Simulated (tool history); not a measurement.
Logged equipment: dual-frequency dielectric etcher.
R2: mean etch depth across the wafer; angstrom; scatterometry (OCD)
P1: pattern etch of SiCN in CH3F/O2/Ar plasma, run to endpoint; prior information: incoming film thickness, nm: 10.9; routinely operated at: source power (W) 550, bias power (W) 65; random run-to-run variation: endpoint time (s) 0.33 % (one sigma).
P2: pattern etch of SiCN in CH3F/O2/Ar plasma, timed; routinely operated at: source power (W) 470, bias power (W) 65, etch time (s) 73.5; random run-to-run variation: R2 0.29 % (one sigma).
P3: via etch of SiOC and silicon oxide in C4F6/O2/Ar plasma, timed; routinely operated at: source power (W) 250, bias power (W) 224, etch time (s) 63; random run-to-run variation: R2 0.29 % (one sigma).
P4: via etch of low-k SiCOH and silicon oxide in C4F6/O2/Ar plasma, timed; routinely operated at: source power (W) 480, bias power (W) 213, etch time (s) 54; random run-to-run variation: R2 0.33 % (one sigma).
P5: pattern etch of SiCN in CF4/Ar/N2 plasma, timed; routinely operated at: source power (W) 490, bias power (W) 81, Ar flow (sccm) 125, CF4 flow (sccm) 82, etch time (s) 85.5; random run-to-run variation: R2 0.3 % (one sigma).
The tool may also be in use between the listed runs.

run 1 day=0.575 | process_that_ran=P1 source_power_(W)=550 bias_power_(W)=65 | endpoint_time_(s)=26.358
run 2 day=1.183 | process_that_ran=P3 source_power_(W)=250 bias_power_(W)=224 etch_time_(s)=36.5 | R2=373.81
run 3 day=1.558 | process_that_ran=P1 source_power_(W)=550 bias_power_(W)=65 | endpoint_time_(s)=26.372
run 4 day=1.979 | process_that_ran=P1 source_power_(W)=550 bias_power_(W)=87 | endpoint_time_(s)=23.879
run 5 day=2.538 | process_that_ran=P3 source_power_(W)=300 bias_power_(W)=224 etch_time_(s)=63 | R2=690.19
run 6 day=3.154 | process_that_ran=P2 source_power_(W)=470 bias_power_(W)=65 etch_time_(s)=47 | R2=177.65
run 7 day=3.508 | process_that_ran=P2 source_power_(W)=470 bias_power_(W)=65 etch_time_(s)=73.5 | R2=279.22
run 8 day=3.842 | process_that_ran=P5 source_power_(W)=490 bias_power_(W)=81 etch_time_(s)=85.5 Ar_flow_(sccm)=125 CF4_flow_(sccm)=82 | R2=854.52
run 9 day=4.35 | process_that_ran=P1 source_power_(W)=550 bias_power_(W)=65 | endpoint_time_(s)=26.474
run 10 day=5.033 | process_that_ran=P3 source_power_(W)=250 bias_power_(W)=143 etch_time_(s)=63 | R2=554.1
run 11 day=5.696 | process_that_ran=P1 source_power_(W)=550 bias_power_(W)=65 | endpoint_time_(s)=26.46
run 12 day=6.371 | process_that_ran=P4 source_power_(W)=480 bias_power_(W)=213 etch_time_(s)=54 | R2=1590.2
run 13 day=6.796 | process_that_ran=P5 source_power_(W)=490 bias_power_(W)=57 etch_time_(s)=85.5 Ar_flow_(sccm)=125 CF4_flow_(sccm)=82 | R2=752.73
run 14 day=7.504 | process_that_ran=P1 source_power_(W)=730 bias_power_(W)=65 | endpoint_time_(s)=23.655
run 15 day=7.854 | process_that_ran=P1 source_power_(W)=410 bias_power_(W)=77 | endpoint_time_(s)=27.792
run 16 day=8.542 | process_that_ran=P5 source_power_(W)=490 bias_power_(W)=81 etch_time_(s)=85.5 Ar_flow_(sccm)=125 CF4_flow_(sccm)=64 | R2=824.19
run 17 day=8.9 | process_that_ran=P5 source_power_(W)=490 bias_power_(W)=81 etch_time_(s)=85.5 Ar_flow_(sccm)=125 CF4_flow_(sccm)=82 | R2=851.41
run 18 day=9.558 | process_that_ran=P2 source_power_(W)=470 bias_power_(W)=49 etch_time_(s)=73.5 | R2=252.66
run 19 day=10.083 | process_that_ran=P1 source_power_(W)=680 bias_power_(W)=45 | endpoint_time_(s)=27.4
run 20 day=10.55 | process_that_ran=P4 source_power_(W)=480 bias_power_(W)=299 etch_time_(s)=54 | R2=1786.6
run 21 day=11.221 | process_that_ran=P5 source_power_(W)=490 bias_power_(W)=81 etch_time_(s)=85.5 Ar_flow_(sccm)=166 CF4_flow_(sccm)=82 | R2=811.42
run 22 day=11.917 | process_that_ran=P5 source_power_(W)=490 bias_power_(W)=81 etch_time_(s)=114 Ar_flow_(sccm)=125 CF4_flow_(sccm)=82 | R2=1136.9
run 23 day=12.558 | process_that_ran=P1 source_power_(W)=550 bias_power_(W)=65 | endpoint_time_(s)=26.378
run 24 day=13.129 | process_that_ran=P4 source_power_(W)=390 bias_power_(W)=213 etch_time_(s)=54 | R2=1460.6
run 25 day=13.488 | process_that_ran=P2 source_power_(W)=380 bias_power_(W)=65 etch_time_(s)=73.5 | R2=255.87
run 26 day=13.912 | process_that_ran=P4 source_power_(W)=480 bias_power_(W)=213 etch_time_(s)=54 | R2=1593.1
run 27 day=14.538 | process_that_ran=P3 source_power_(W)=250 bias_power_(W)=224 etch_time_(s)=63 | R2=641.21
run 28 day=15.058 | process_that_ran=P1 source_power_(W)=550 bias_power_(W)=42 | endpoint_time_(s)=30.327
run 29 day=15.742 | process_that_ran=P4 source_power_(W)=480 bias_power_(W)=213 etch_time_(s)=35 | R2=1030.3
run 30 day=16.296 | process_that_ran=P5 source_power_(W)=580 bias_power_(W)=81 etch_time_(s)=85.5 Ar_flow_(sccm)=125 CF4_flow_(sccm)=82 | R2=983.96
run 31 day=16.971 | process_that_ran=P1 source_power_(W)=390 bias_power_(W)=65 | endpoint_time_(s)=30.118
run 32 day=17.583 | process_that_ran=P1 source_power_(W)=700 bias_power_(W)=43 | endpoint_time_(s)=27.308
run 33 day=18.125 | process_that_ran=P1 source_power_(W)=550 bias_power_(W)=65 | endpoint_time_(s)=26.466
run 34 day=18.892 | process_that_ran=P1 source_power_(W)=550 bias_power_(W)=65 | endpoint_time_(s)=26.173
run 35 day=19.546 | process_that_ran=P1 source_power_(W)=550 bias_power_(W)=65 | endpoint_time_(s)=26.188
run 36 day=20.242 | process_that_ran=P1 source_power_(W)=550 bias_power_(W)=65 | endpoint_time_(s)=26.044
run 37 day=20.725 | process_that_ran=P1 source_power_(W)=550 bias_power_(W)=65 | endpoint_time_(s)=25.949
-- day=21.071 wet clean of the chamber
run 38 day=21.25 | process_that_ran=P1 source_power_(W)=550 bias_power_(W)=65 | endpoint_time_(s)=26.001
run 39 day=21.921 | process_that_ran=P1 source_power_(W)=550 bias_power_(W)=65 | endpoint_time_(s)=25.829
run 40 day=22.462 | process_that_ran=P1 source_power_(W)=550 bias_power_(W)=65 | endpoint_time_(s)=26.064
run 41 day=23.096 | process_that_ran=P1 source_power_(W)=550 bias_power_(W)=65 | endpoint_time_(s)=26.021
run 42 day=23.646 | process_that_ran=P1 source_power_(W)=550 bias_power_(W)=65 | endpoint_time_(s)=26.082

P1 no longer gives what it gave before; its output has crept away from where it was. The following 2 causes, each at its listed size, fit the log equally well:
A: source power that arrives over what is set, % = 4.39
B: bias power that arrives over what is set, % = 4.97
Onset of the creep was near day 18.125.
Why every other cause is out:
chamber walls in a state that raises the etch rate, %: maintenance at day 21.071, after the shift began, did not return the process to its former output

4 check runs are offered, each on 2 wafers whose results are averaged, their results left as question marks. Which one tells the causes apart?
run check 1 day=24.196 | process_that_ran=P5 source_power_(W)=490 bias_power_(W)=81 etch_time_(s)=85.5 Ar_flow_(sccm)=125 CF4_flow_(sccm)=82 | R2=?
run check 2 day=24.196 | process_that_ran=P3 source_power_(W)=250 bias_power_(W)=224 etch_time_(s)=63 | R2=?
run check 3 day=24.196 | process_that_ran=P4 source_power_(W)=480 bias_power_(W)=213 etch_time_(s)=54 | R2=?
run check 4 day=24.196 | process_that_ran=P2 source_power_(W)=470 bias_power_(W)=65 etch_time_(s)=73.5 | R2=?

What each check would give under each cause:
check=check_1 result=R2 if_A=883.3 if_B=865.6
check=check_2 result=R2 if_A=652.89 if_B=653.27
check=check_3 result=R2 if_A=1614.3 if_B=1612.8
check=check_4 result=R2 if_A=283.19 if_B=283.27
Minimum pairwise separation of causes per check, each pair taken at its best-separating result: check 1 2.02 %; check 2 0.06 %; check 3 0.09 %; check 4 0.03 %
Of the check runs offered, only check 1 discriminates between the causes; the rest would read about the same regardless of which cause applies.

Check 1 was carried out, with these results: R2 883.03 angstrom. Which of the listed causes is responsible?

It was cause A: source power that arrives over what is set, %.

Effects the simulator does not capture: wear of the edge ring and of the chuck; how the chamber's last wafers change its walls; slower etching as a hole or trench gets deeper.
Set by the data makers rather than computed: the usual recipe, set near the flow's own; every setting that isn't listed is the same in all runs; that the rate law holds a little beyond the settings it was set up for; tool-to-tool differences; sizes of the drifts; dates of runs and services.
